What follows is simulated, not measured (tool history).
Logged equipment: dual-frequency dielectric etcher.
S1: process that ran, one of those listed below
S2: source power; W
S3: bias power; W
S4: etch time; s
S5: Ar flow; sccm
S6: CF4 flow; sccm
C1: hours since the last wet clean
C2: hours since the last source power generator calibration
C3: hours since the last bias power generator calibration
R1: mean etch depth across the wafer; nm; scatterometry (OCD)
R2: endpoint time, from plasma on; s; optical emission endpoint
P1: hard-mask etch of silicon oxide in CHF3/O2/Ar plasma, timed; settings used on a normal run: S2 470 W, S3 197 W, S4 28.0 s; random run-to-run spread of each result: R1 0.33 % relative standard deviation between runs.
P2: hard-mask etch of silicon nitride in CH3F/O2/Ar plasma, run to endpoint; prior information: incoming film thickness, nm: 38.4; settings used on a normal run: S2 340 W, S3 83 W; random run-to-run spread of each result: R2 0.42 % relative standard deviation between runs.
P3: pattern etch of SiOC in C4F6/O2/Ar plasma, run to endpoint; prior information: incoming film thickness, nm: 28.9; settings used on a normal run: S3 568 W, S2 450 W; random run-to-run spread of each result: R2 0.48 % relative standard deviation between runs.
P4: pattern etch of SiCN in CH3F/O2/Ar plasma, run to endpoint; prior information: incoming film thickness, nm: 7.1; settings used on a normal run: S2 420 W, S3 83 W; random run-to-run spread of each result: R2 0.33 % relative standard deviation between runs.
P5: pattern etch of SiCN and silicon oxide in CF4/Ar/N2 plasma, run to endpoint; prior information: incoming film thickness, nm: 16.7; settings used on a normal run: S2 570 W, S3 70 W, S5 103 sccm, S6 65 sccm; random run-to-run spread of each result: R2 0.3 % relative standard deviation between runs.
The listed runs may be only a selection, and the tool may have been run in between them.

run	day	S1	S2	S3	S4	S5	S6	C1	C2	C3	R1	R2
1	0.217	P1	470	197	28.0			340.0	1625.5	3023.9	51.521	
2	0.346	P5	570	70		103	49	343.1	1628.6	3027.0		16.0510
3	0.529	P5	570	70		132	65	347.5	1633.0	3031.4		15.8870
4	0.654	P1	470	197	16.5			350.5	1636.0	3034.4	30.266	
5	0.879	P3	450	409				355.9	1641.4	3039.8		9.9871
6	1.008	P3	450	568				359.0	1644.5	3042.9		8.8259
7	1.146	P3	590	568				362.3	1647.8	3046.2		8.0514
# day 1.221: source power generator calibrated
8	1.308	P1	470	197	28.0			366.2	2.1	3050.1	51.570	
9	1.488	P1	600	197	28.0			370.5	6.4	3054.4	56.569	
10	1.646	P4	420	83				374.3	10.2	3058.2		17.5070
11	1.800	P1	470	245	28.0			378.0	13.9	3061.9	55.949	
12	2.025	P2	340	83				383.4	19.3	3067.3		56.3060
13	2.221	P1	300	197	28.0			388.1	24.0	3072.0	43.463	
14	2.371	P5	570	91		103	65	391.7	27.6	3075.6		13.9850
15	2.512	P2	410	83				395.1	31.0	3079.0		52.6370
16	2.733	P1	470	197	28.0			400.4	36.3	3084.3	51.577	
17	2.838	P2	340	102				402.9	38.8	3086.8		52.0290
18	2.971	P3	450	568				406.1	42.0	3090.0		8.8130
19	3.171	P5	770	70		103	65	410.9	46.8	3094.8		11.7720
20	3.304	P4	320	83				414.1	50.0	3098.0		19.2780
21	3.442	P1	470	156	28.0			417.4	53.3	3101.3	47.541	
22	3.592	P4	420	83				421.0	56.9	3104.9		17.4140
23	3.712	P1	370	197	40.5			423.9	59.8	3107.8	67.847	
24	3.929	P4	420	64				429.1	65.0	3113.0		19.1480
25	4.067	P1	470	197	28.0			432.4	68.3	3116.3	51.758	
26	4.208	P5	570	70		103	65	435.8	71.7	3119.7		15.3990
27	4.371	P1	470	197	28.0			439.7	75.6	3123.6	51.612	
28	4.517	P1	470	197	40.5			443.2	79.1	3127.1	74.626	
29	4.612	P2	340	83				445.5	81.4	3129.4		56.3660
30	4.775	P1	470	197	28.0			449.4	85.3	3133.3	51.741	
31	4.883	P1	470	197	28.0			452.0	87.9	3135.9	51.443	
32	4.988	P1	470	197	28.0			454.5	90.4	3138.4	51.072	
33	5.167	P1	470	197	28.0			458.8	94.7	3142.7	51.150	
34	5.379	P1	470	197	28.0			463.9	99.8	3147.8	50.825	
35	5.592	P1	470	197	28.0			469.0	104.9	3152.9	50.894	
36	5.754	P1	470	197	28.0			472.9	108.8	3156.8	50.787	
# day 5.808: wet clean of the chamber
37	5.921	P1	470	197	28.0			2.8	112.8	3160.8	50.769	
38	6.088	P1	470	197	28.0			6.8	116.8	3164.8	50.991	
39	6.229	P1	470	197	28.0			10.2	120.2	3168.2	50.529	
40	6.425	P1	470	197	28.0			14.9	124.9	3172.9	50.461	
41	6.600	P1	470	197	28.0			19.1	129.1	3177.1	50.620	

What P1 gives has crept away from where it was. These 2 causes fit the log equally well, each at the size given:
A: source power that arrives under what is set, % = 4.29
B: bias power that arrives under what is set, % = 4.68
The drift started at roughly day 4.775.
Ruled out, with reasons:
chamber walls in a state that lowers the etch rate, %: its service at day 5.808 followed the start of the drift and did not put the process back to its old value

Question marks stand in for the results of the 4 check runs listed below, each run on one wafer. Under which run would the listed causes show clearly different results?
check 1	6.775	P5	570	70		103	65					?
check 2	6.775	P4	420	83								?
check 3	6.775	P3	450	568								?
check 4	6.775	P2	340	83								?

What every check run would give for each of its results, assuming each possible cause in turn:
check	result	if A	if B
check 1	R2	15.9410	15.5830
check 2	R2	17.7360	17.7530
check 3	R2	8.9804	8.9979
check 4	R2	57.3740	57.4110
Gap, in per cent, between the two causes that each check separates least, read from the result that separates them most: check 1 2.28 %; check 2 0.1 %; check 3 0.19 %; check 4 0.06 %
Only in check 1 would the causes give clearly different results; in the remaining checks their results would be nearly the same.

After running check 1, the following was obtained: R2 15.6010 s. Which cause does this point to?

It is B: bias power that arrives under what is set, %.
